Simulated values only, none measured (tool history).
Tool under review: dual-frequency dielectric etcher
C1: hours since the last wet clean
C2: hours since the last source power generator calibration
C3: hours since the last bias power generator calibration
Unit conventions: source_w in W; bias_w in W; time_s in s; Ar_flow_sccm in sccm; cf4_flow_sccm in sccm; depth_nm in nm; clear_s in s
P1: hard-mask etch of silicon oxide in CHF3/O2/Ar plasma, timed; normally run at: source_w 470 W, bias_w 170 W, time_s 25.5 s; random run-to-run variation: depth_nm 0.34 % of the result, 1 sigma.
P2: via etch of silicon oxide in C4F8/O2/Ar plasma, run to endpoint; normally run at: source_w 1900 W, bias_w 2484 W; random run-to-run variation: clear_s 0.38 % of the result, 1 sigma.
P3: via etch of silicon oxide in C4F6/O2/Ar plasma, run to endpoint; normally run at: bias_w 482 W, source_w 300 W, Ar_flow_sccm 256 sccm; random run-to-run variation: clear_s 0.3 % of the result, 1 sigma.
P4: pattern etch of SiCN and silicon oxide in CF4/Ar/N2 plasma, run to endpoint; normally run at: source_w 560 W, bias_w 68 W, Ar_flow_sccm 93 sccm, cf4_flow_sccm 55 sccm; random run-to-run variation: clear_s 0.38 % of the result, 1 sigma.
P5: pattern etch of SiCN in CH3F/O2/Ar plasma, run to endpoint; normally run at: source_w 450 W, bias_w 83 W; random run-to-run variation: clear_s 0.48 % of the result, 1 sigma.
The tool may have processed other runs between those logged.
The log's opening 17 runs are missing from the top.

Run 18, day 4.392: process P1, source_w 470 W, bias_w 170 W, time_s 25.5 s; C1 175; C2 40.1; C3 1745.9. Result: depth_nm 44.842 nm.
Run 19, day 4.617: process P5, source_w 450 W, bias_w 83 W; C1 180.4; C2 45.5; C3 1751.3. Result: clear_s 23.367 s.
Run 20, day 4.888: process P4, source_w 560 W, bias_w 68 W, Ar_flow_sccm 93 sccm, cf4_flow_sccm 66 sccm; C1 186.9; C2 52; C3 1757.8. Result: clear_s 12.167 s.
Run 21, day 5.158: process P4, source_w 560 W, bias_w 68 W, Ar_flow_sccm 93 sccm, cf4_flow_sccm 55 sccm; C1 193.4; C2 58.5; C3 1764.3. Result: clear_s 12.485 s.
Run 22, day 5.354: process P2, source_w 1900 W, bias_w 1688 W; C1 198.1; C2 63.2; C3 1769. Result: clear_s 311.62 s.
Run 23, day 5.546: process P1, source_w 380 W, bias_w 170 W, time_s 25.5 s; C1 202.7; C2 67.8; C3 1773.6. Result: depth_nm 41.38 nm.
Run 24, day 5.854: process P1, source_w 470 W, bias_w 170 W, time_s 25.5 s; C1 210.1; C2 75.2; C3 1781. Result: depth_nm 44.923 nm.
Run 25, day 6.062: process P1, source_w 470 W, bias_w 170 W, time_s 25.5 s; C1 215.1; C2 80.2; C3 1786. Result: depth_nm 44.994 nm.
Run 26, day 6.204: process P1, source_w 470 W, bias_w 212 W, time_s 25.5 s; C1 218.5; C2 83.6; C3 1789.4. Result: depth_nm 48.412 nm.
Run 27, day 6.479: process P1, source_w 470 W, bias_w 170 W, time_s 19 s; C1 225.1; C2 90.2; C3 1796. Result: depth_nm 33.28 nm.
At day 6.521: bias power generator calibrated.
Run 28, day 6.775: process P5, source_w 450 W, bias_w 61 W; C1 232.2; C2 97.3; C3 6.1. Result: clear_s 25.984 s.

Run 29 comes next. What will it give?
Run 29, day 6.925: process P4, source_w 560 W, bias_w 68 W, Ar_flow_sccm 110 sccm, cf4_flow_sccm 55 sccm; C1 235.8; C2 100.9; C3 9.7. Result: clear_s ?.

{"run 29": {"clear_s": 12.8}}
